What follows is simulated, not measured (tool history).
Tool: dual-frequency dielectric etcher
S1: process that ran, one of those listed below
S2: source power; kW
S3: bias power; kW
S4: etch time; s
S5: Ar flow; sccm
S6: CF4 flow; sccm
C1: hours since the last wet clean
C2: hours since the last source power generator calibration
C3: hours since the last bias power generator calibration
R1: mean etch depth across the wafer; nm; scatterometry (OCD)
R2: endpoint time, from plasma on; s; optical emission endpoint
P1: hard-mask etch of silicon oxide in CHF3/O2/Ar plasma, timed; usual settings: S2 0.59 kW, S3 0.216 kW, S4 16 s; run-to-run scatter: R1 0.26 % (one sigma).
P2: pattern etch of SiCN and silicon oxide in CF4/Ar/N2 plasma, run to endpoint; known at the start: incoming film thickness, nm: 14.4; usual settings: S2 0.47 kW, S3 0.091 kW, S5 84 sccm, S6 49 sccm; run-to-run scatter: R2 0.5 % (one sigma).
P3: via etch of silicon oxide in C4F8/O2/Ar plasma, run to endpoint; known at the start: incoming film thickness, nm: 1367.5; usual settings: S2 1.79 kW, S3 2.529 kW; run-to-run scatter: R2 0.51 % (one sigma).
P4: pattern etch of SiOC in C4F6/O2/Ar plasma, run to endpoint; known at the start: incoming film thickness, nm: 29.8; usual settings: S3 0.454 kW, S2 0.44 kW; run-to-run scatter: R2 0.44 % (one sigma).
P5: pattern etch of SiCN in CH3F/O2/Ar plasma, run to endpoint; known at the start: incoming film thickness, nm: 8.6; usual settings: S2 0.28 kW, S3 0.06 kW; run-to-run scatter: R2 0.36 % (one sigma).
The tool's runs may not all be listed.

run 1 hour=4.1 | S1=P1 S2=0.59 S3=0.216 S4=16 | C1=241.2 C2=3724.7 C3=2342.1 | R1=33.988
run 2 hour=8.8 | S1=P3 S2=1.11 S3=2.529 | C1=245.9 C2=3729.4 C3=2346.8 | R2=307.54
run 3 hour=11.4 | S1=P1 S2=0.59 S3=0.216 S4=16 | C1=248.5 C2=3732 C3=2349.4 | R1=33.897
run 4 hour=16.8 | S1=P2 S2=0.47 S3=0.091 S5=105 S6=49 | C1=253.9 C2=3737.4 C3=2354.8 | R2=16.103
run 5 hour=20.1 | S1=P5 S2=0.28 S3=0.06 | C1=257.2 C2=3740.7 C3=2358.1 | R2=28.062
run 6 hour=22.7 | S1=P3 S2=1.79 S3=3.376 | C1=259.8 C2=3743.3 C3=2360.7 | R2=234.58
run 7 hour=28 | S1=P4 S2=0.44 S3=0.275 | C1=265.1 C2=3748.6 C3=2366 | R2=11.648
run 8 hour=30.8 | S1=P2 S2=0.47 S3=0.091 S5=84 S6=49 | C1=267.9 C2=3751.4 C3=2368.8 | R2=15.756
run 9 hour=35.5 | S1=P1 S2=0.59 S3=0.292 S4=16 | C1=272.6 C2=3756.1 C3=2373.5 | R1=37.81
run 10 hour=39 | S1=P2 S2=0.64 S3=0.091 S5=84 S6=49 | C1=276.1 C2=3759.6 C3=2377 | R2=12.085
run 11 hour=43.1 | S1=P2 S2=0.47 S3=0.091 S5=84 S6=58 | C1=280.2 C2=3763.7 C3=2381.1 | R2=15.318
run 12 hour=47.4 | S1=P1 S2=0.59 S3=0.171 S4=16 | C1=284.5 C2=3768 C3=2385.4 | R1=31.42
run 13 hour=51.9 | S1=P2 S2=0.47 S3=0.091 S5=84 S6=49 | C1=289 C2=3772.5 C3=2389.9 | R2=15.836
run 14 hour=57.5 | S1=P5 S2=0.28 S3=0.038 | C1=294.6 C2=3778.1 C3=2395.5 | R2=32.79
run 15 hour=63.1 | S1=P1 S2=0.59 S3=0.216 S4=16 | C1=300.2 C2=3783.7 C3=2401.1 | R1=33.885
run 16 hour=66.3 | S1=P1 S2=0.59 S3=0.216 S4=9 | C1=303.4 C2=3786.9 C3=2404.3 | R1=19.106
run 17 hour=70.1 | S1=P1 S2=0.59 S3=0.216 S4=16 | C1=307.2 C2=3790.7 C3=2408.1 | R1=33.995
run 18 hour=74.2 | S1=P4 S2=0.44 S3=0.454 | C1=311.3 C2=3794.8 C3=2412.2 | R2=9.7133
run 19 hour=79.2 | S1=P4 S2=0.26 S3=0.454 | C1=316.3 C2=3799.8 C3=2417.2 | R2=11.746

Run 20 comes next. What will it give?
run 20 hour=82.1 | S1=P1 S2=0.59 S3=0.216 S4=23 | C1=319.2 C2=3802.7 C3=2420.1 | R1=?

Run 20 gave R1 48.697 nm.

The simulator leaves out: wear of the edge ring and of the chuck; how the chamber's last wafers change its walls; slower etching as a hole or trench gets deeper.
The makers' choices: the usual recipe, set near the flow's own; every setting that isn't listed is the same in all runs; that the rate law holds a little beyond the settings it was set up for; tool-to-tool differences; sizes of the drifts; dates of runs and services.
